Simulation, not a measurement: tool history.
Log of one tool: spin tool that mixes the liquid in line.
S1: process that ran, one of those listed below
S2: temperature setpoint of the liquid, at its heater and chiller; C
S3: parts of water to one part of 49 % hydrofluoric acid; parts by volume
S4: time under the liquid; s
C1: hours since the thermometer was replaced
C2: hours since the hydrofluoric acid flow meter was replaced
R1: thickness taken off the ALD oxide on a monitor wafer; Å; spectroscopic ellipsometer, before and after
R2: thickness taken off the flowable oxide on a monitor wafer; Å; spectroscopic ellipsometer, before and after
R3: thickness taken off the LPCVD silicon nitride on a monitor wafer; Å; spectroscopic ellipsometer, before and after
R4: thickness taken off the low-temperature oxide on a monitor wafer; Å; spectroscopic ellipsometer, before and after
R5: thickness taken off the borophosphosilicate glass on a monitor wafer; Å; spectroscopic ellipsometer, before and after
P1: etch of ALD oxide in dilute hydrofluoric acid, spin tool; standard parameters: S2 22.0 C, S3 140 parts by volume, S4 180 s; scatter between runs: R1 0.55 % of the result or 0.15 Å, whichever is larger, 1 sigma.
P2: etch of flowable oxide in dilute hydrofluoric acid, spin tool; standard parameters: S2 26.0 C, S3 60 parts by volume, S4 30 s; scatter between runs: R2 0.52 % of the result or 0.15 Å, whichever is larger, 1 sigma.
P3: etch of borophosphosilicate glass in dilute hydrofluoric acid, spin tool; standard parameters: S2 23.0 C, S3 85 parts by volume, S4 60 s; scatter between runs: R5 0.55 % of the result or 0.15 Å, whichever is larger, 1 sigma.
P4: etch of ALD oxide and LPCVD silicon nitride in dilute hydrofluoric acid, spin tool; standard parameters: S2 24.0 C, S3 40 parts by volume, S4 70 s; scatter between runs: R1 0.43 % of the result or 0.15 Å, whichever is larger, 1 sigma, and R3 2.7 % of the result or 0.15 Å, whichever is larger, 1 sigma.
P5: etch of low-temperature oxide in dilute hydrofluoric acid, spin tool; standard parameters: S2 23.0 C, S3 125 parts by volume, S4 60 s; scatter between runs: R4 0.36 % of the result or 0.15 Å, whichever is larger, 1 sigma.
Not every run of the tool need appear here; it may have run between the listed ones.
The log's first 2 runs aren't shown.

{"run": 3, "hour": 24.9, "S1": "P2", "S2": 26.0, "S3": 60, "S4": 60, "C1": 428.2, "C2": 220.0, "R2": 405.72}
{"run": 4, "hour": 37.2, "S1": "P4", "S2": 24.0, "S3": 40, "S4": 125, "C1": 440.5, "C2": 232.3, "R1": 332.38, "R3": 13.877}
{"run": 5, "hour": 45.3, "S1": "P1", "S2": 22.0, "S3": 140, "S4": 80, "C1": 448.6, "C2": 240.4, "R1": 109.76}
{"run": 6, "hour": 51.4, "S1": "P1", "S2": 22.0, "S3": 140, "S4": 180, "C1": 454.7, "C2": 246.5, "R1": 244.8}
{"run": 7, "hour": 60.0, "S1": "P2", "S2": 26.0, "S3": 60, "S4": 30, "C1": 463.3, "C2": 255.1, "R2": 202.27}
{"run": 8, "hour": 71.6, "S1": "P1", "S2": 22.0, "S3": 250, "S4": 180, "C1": 474.9, "C2": 266.7, "R1": 123.65}
{"run": 9, "hour": 77.6, "S1": "P1", "S2": 22.0, "S3": 85, "S4": 255, "C1": 480.9, "C2": 272.7, "R1": 609.97}
{"run": 10, "hour": 89.8, "S1": "P4", "S2": 18.0, "S3": 40, "S4": 70, "C1": 493.1, "C2": 284.9, "R1": 144.21, "R3": 5.0616}
{"run": 11, "hour": 99.8, "S1": "P5", "S2": 23.0, "S3": 125, "S4": 60, "C1": 503.1, "C2": 294.9, "R4": 160.35}
{"run": 12, "hour": 109.5, "S1": "P5", "S2": 23.0, "S3": 225, "S4": 60, "C1": 512.8, "C2": 304.6, "R4": 79.794}
{"hour": 114.8, "done": "hydrofluoric acid flow meter replaced"}
{"run": 13, "hour": 120.7, "S1": "P1", "S2": 27.0, "S3": 140, "S4": 180, "C1": 524.0, "C2": 6.0, "R1": 301.69}
{"run": 14, "hour": 129.9, "S1": "P1", "S2": 22.0, "S3": 70, "S4": 180, "C1": 533.2, "C2": 15.2, "R1": 534.07}
{"run": 15, "hour": 137.7, "S1": "P3", "S2": 30.5, "S3": 85, "S4": 60, "C1": 541.0, "C2": 23.0, "R5": 380.3}
{"run": 16, "hour": 144.5, "S1": "P4", "S2": 24.0, "S3": 40, "S4": 70, "C1": 547.8, "C2": 29.8, "R1": 186.31, "R3": 8.0521}
{"run": 17, "hour": 155.0, "S1": "P4", "S2": 24.0, "S3": 40, "S4": 70, "C1": 558.3, "C2": 40.3, "R1": 186.7, "R3": 7.5401}
{"run": 18, "hour": 165.1, "S1": "P1", "S2": 22.0, "S3": 140, "S4": 180, "C1": 568.4, "C2": 50.4, "R1": 246.46}
{"run": 19, "hour": 170.4, "S1": "P2", "S2": 34.0, "S3": 60, "S4": 30, "C1": 573.7, "C2": 55.7, "R2": 274.09}
{"run": 20, "hour": 180.4, "S1": "P3", "S2": 23.0, "S3": 20, "S4": 60, "C1": 583.7, "C2": 65.7, "R5": 1310.9}
{"run": 21, "hour": 190.8, "S1": "P3", "S2": 23.0, "S3": 85, "S4": 60, "C1": 594.1, "C2": 76.1, "R5": 284.4}
{"run": 22, "hour": 202.9, "S1": "P1", "S2": 22.0, "S3": 140, "S4": 180, "C1": 606.2, "C2": 88.2, "R1": 246.19}

Run 23 is up next; what results do you expect?
{"run": 23, "hour": 213.9, "S1": "P1", "S2": 22.0, "S3": 140, "S4": 285, "C1": 617.2, "C2": 99.2, "R1": "?"}

R1: 396.53 Å
